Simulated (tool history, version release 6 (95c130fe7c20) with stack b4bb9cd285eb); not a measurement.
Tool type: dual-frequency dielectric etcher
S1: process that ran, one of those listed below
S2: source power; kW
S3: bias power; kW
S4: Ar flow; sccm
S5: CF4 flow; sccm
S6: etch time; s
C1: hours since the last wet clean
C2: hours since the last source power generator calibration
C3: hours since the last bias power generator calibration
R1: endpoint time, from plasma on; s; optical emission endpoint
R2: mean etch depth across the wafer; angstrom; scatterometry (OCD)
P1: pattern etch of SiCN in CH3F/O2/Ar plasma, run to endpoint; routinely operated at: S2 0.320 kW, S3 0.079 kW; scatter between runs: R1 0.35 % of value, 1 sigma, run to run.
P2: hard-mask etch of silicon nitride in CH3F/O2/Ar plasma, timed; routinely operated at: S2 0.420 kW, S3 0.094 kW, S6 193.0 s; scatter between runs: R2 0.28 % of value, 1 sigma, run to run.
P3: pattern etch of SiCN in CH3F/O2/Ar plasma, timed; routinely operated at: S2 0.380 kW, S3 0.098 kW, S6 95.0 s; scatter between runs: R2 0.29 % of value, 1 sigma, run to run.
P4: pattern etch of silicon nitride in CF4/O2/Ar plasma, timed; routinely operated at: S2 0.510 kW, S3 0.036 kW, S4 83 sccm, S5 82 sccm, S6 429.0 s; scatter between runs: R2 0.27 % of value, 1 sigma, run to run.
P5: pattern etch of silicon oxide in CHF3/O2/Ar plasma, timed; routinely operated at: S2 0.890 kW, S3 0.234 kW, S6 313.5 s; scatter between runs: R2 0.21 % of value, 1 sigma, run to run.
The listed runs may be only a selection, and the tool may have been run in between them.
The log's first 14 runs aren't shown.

run,hour,S1,S2,S3,S4,S5,S6,C1,C2,C3,R1,R2
15,141.2,P4,0.510,0.036,83,82,618.5,443.4,22.2,834.3,,10183.00
16,147.8,P4,0.690,0.036,83,82,429.0,450.0,28.8,840.9,,9203.10
17,154.8,P2,0.420,0.094,,,193.0,457.0,35.8,847.9,,1528.20
18,165.5,P3,0.380,0.069,,,95.0,467.7,46.5,858.6,,337.83
19,174.4,P1,0.220,0.104,,,,476.6,55.4,867.5,34.936,
20,185.4,P2,0.420,0.124,,,193.0,487.6,66.4,878.5,,1686.10
21,196.9,P4,0.510,0.036,83,82,429.0,499.1,77.9,890.0,,7122.30
22,208.5,P5,0.890,0.288,,,313.5,510.7,89.5,901.6,,8542.10
23,218.0,P5,1.230,0.234,,,313.5,520.2,99.0,911.1,,8955.70
24,230.0,P5,0.890,0.234,,,313.5,532.2,111.0,923.1,,7896.80
25,238.3,P1,0.230,0.079,,,,540.5,119.3,931.4,38.046,
26,244.1,P1,0.320,0.079,,,,546.3,125.1,937.2,33.438,
27,256.7,P5,0.890,0.234,,,433.5,558.9,137.7,949.8,,10926.00
28,264.8,P3,0.380,0.098,,,95.0,567.0,145.8,957.9,,387.28
29,271.2,P1,0.320,0.079,,,,573.4,152.2,964.3,33.789,

Run 30, settings as shown, results not yet in. Your forecast:
30,282.0,P2,0.420,0.094,,,193.0,584.2,163.0,975.1,,?

R2: 1525.80 angstrom

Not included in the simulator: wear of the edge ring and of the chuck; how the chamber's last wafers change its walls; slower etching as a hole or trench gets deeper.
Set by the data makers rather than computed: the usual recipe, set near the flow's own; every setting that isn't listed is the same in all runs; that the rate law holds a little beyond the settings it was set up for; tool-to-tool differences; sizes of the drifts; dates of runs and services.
